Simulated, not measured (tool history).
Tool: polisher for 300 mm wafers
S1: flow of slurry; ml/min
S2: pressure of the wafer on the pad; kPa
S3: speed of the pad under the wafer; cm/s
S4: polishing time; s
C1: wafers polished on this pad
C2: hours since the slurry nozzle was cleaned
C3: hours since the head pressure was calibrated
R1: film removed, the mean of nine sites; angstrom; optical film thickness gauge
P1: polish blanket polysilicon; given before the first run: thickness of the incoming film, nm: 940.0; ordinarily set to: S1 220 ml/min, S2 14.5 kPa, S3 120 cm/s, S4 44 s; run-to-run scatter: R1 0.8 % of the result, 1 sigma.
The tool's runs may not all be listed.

Run 1, hour 16.8: S1 220 ml/min, S2 14.5 kPa, S3 120 cm/s, S4 44 s; C1 411; C2 109.0; C3 735.6. Result: R1 2674.30 angstrom.
Run 2, hour 32.4: S1 220 ml/min, S2 14.5 kPa, S3 120 cm/s, S4 23 s; C1 546; C2 124.6; C3 751.2. Result: R1 1402.10 angstrom.
At hour 46.0: worn pad replaced by a new one.
Run 3, hour 46.5: S1 220 ml/min, S2 14.5 kPa, S3 88 cm/s, S4 44 s; C1 5; C2 138.7; C3 765.3. Result: R1 1961.70 angstrom.
Run 4, hour 61.3: S1 220 ml/min, S2 14.5 kPa, S3 90 cm/s, S4 34 s; C1 133; C2 153.5; C3 780.1. Result: R1 1543.20 angstrom.
Run 5, hour 76.3: S1 220 ml/min, S2 6.9 kPa, S3 120 cm/s, S4 28 s; C1 263; C2 168.5; C3 795.1. Result: R1 804.15 angstrom.
Run 6, hour 93.8: S1 220 ml/min, S2 14.5 kPa, S3 120 cm/s, S4 44 s; C1 415; C2 186.0; C3 812.6. Result: R1 2656.30 angstrom.
Run 7, hour 108.1: S1 220 ml/min, S2 14.5 kPa, S3 120 cm/s, S4 44 s; C1 538; C2 200.3; C3 826.9. Result: R1 2614.90 angstrom.
Run 8, hour 122.1: S1 220 ml/min, S2 14.5 kPa, S3 186 cm/s, S4 44 s; C1 660; C2 214.3; C3 840.9. Result: R1 4103.30 angstrom.
Run 9, hour 133.9: S1 320 ml/min, S2 14.5 kPa, S3 120 cm/s, S4 44 s; C1 762; C2 226.1; C3 852.7. Result: R1 2757.80 angstrom.
Run 10, hour 142.8: S1 220 ml/min, S2 6.9 kPa, S3 120 cm/s, S4 44 s; C1 839; C2 235.0; C3 861.6. Result: R1 1273.30 angstrom.
Run 11, hour 159.9: S1 220 ml/min, S2 14.5 kPa, S3 120 cm/s, S4 44 s; C1 987; C2 252.1; C3 878.7. Result: R1 2644.90 angstrom.
Run 12, hour 178.1: S1 220 ml/min, S2 14.5 kPa, S3 120 cm/s, S4 44 s; C1 1145; C2 270.3; C3 896.9. Result: R1 2673.60 angstrom.
Run 13, hour 187.2: S1 220 ml/min, S2 21.4 kPa, S3 120 cm/s, S4 44 s; C1 1224; C2 279.4; C3 906.0. Result: R1 3874.30 angstrom.
Run 14, hour 205.0: S1 220 ml/min, S2 14.5 kPa, S3 120 cm/s, S4 44 s; C1 1378; C2 297.2; C3 923.8. Result: R1 2634.00 angstrom.
Run 15, hour 214.9: S1 130 ml/min, S2 14.5 kPa, S3 120 cm/s, S4 44 s; C1 1464; C2 307.1; C3 933.7. Result: R1 2453.60 angstrom.
Run 16, hour 223.2: S1 220 ml/min, S2 14.5 kPa, S3 120 cm/s, S4 68 s; C1 1536; C2 315.4; C3 942.0. Result: R1 4146.40 angstrom.
Run 17, hour 239.1: S1 220 ml/min, S2 14.5 kPa, S3 120 cm/s, S4 44 s; C1 1674; C2 331.3; C3 957.9. Result: R1 2632.30 angstrom.
Run 18, hour 251.0: S1 220 ml/min, S2 14.5 kPa, S3 120 cm/s, S4 44 s; C1 1777; C2 343.2; C3 969.8. Result: R1 2581.90 angstrom.
Run 19, hour 259.7: S1 220 ml/min, S2 14.5 kPa, S3 120 cm/s, S4 44 s; C1 1852; C2 351.9; C3 978.5. Result: R1 2571.40 angstrom.
Run 20, hour 271.4: S1 220 ml/min, S2 14.5 kPa, S3 120 cm/s, S4 44 s; C1 1954; C2 363.6; C3 990.2. Result: R1 2578.50 angstrom.
At hour 281.3: worn pad replaced by a new one.
Run 21, hour 288.0: S1 220 ml/min, S2 14.5 kPa, S3 120 cm/s, S4 44 s; C1 58; C2 380.2; C3 1006.8. Result: R1 2537.10 angstrom.
Run 22, hour 296.4: S1 220 ml/min, S2 14.5 kPa, S3 120 cm/s, S4 44 s; C1 131; C2 388.6; C3 1015.2. Result: R1 2544.00 angstrom.
Run 23, hour 305.1: S1 220 ml/min, S2 14.5 kPa, S3 120 cm/s, S4 44 s; C1 207; C2 397.3; C3 1023.9. Result: R1 2525.90 angstrom.
Run 24, hour 321.4: S1 220 ml/min, S2 14.5 kPa, S3 120 cm/s, S4 44 s; C1 348; C2 413.6; C3 1040.2. Result: R1 2491.30 angstrom.

The log shows P1 creeping away from where it was. Any of the 2 causes listed here, at the size stated for it, fits the log just as well as the others:
A: head's pressure below its setpoint, % = 4.35
B: slurry flow missing at the pad, % = 27.2
Creep in the process output first set in at about hour 239.1.
Every other cause this tool's parts could produce, and why it does not fit the log:
removal rate lost through wear of the pad, %: serviced at hour 281.3, after the change had begun; the process did not return to its earlier output

Of the 4 check runs below, each run on 5 wafers with the results averaged and each result still a question mark, which one would tell the listed causes apart?
Run check 1, hour 337.7: S1 220 ml/min, S2 19.3 kPa, S3 120 cm/s, S4 44 s. Result: R1 ?.
Run check 2, hour 337.7: S1 265 ml/min, S2 9.0 kPa, S3 120 cm/s, S4 44 s. Result: R1 ?.
Run check 3, hour 337.7: S1 130 ml/min, S2 14.5 kPa, S3 150 cm/s, S4 44 s. Result: R1 ?.
Run check 4, hour 337.7: S1 220 ml/min, S2 10.3 kPa, S3 120 cm/s, S4 44 s. Result: R1 ?.

Expected result of each check under each candidate cause:
  check  result     if A     if B
check 1      R1  3380.00  3380.00
check 2      R1  1601.80  1613.30
check 3      R1  2920.10  2840.80
check 4      R1  1810.70  1810.70
Smallest distance between any two causes, each pair judged by its most separating result, in per cent: check 1 0 %; check 2 0.72 %; check 3 2.76 %; check 4 0 %
Check 3 is the one run that separates the causes; every other check would come out nearly the same whichever cause is at work.

After running check 3, the following was obtained: R1 2850.60 angstrom. Which cause does this point to?

It is B: slurry flow missing at the pad, %.
